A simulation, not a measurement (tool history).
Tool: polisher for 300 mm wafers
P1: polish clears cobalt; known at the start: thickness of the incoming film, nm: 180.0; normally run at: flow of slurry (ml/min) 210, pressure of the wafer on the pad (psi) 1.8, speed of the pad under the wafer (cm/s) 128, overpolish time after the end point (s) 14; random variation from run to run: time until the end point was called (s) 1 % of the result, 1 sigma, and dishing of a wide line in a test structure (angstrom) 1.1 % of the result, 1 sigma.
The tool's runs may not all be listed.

| run | hour | flow of slurry (ml/min) | pressure of the wafer on the pad (psi) | speed of the pad under the wafer (cm/s) | overpolish time after the end point (s) | wafers polished on this pad | hours since the slurry nozzle was cleaned | hours since the head pressure was calibrated | time until the end point was called (s) | dishing of a wide line in a test structure (angstrom) |
|---|---|---|---|---|---|---|---|---|---|---|
| 1 | 5.8 | 210 | 1.8 | 128 | 14 | 323 | 214.7 | 559.7 | 32.793 | 468.19 |
| 2 | 11.2 | 210 | 1.8 | 128 | 14 | 404 | 220.1 | 565.1 | 32.197 | 462.16 |
| 3 | 14.1 | 210 | 1.8 | 128 | 14 | 448 | 223 | 568 | 32.939 | 478.72 |
| 4 | 19.6 | 125 | 1.8 | 128 | 14 | 531 | 228.5 | 573.5 | 35.474 | 442.78 |
| 5 | 23.7 | 210 | 1.8 | 128 | 14 | 592 | 232.6 | 577.6 | 32.678 | 461.39 |
| 6 | 26.7 | 210 | 1.8 | 64 | 14 | 637 | 235.6 | 580.6 | 64.669 | 302.1 |
| 7 | 30.5 | 210 | 1.8 | 128 | 4 | 695 | 239.4 | 584.4 | 31.9 | 187.88 |
| 8 | 36.5 | 210 | 1.8 | 128 | 14 | 785 | 245.4 | 590.4 | 32.625 | 466.18 |
| 9 | 41.1 | 210 | 2.6 | 128 | 14 | 854 | 250 | 595 | 22.349 | 553.33 |
| 10 | 46.3 | 210 | 1 | 164 | 14 | 932 | 255.2 | 600.2 | 45.272 | 375.7 |
| 11 | 51 | 210 | 1.8 | 128 | 23 | 1003 | 259.9 | 604.9 | 32.755 | 587.1 |
| 12 | 53.9 | 210 | 1.8 | 198 | 14 | 1047 | 262.8 | 607.8 | 21.134 | 570.85 |
| 13 | 57.2 | 210 | 1.8 | 128 | 14 | 1097 | 266.1 | 611.1 | 32.63 | 462.8 |
| 14 | 62 | 285 | 1.8 | 128 | 14 | 1169 | 270.9 | 615.9 | 31.602 | 481.83 |

The next listed run, before its measurement:
| 15 | 66.3 | 210 | 1 | 128 | 14 | 1234 | 275.2 | 620.2 | ? | ? |

time until the end point was called (s): 59.787
dishing of a wide line in a test structure (angstrom): 328.96
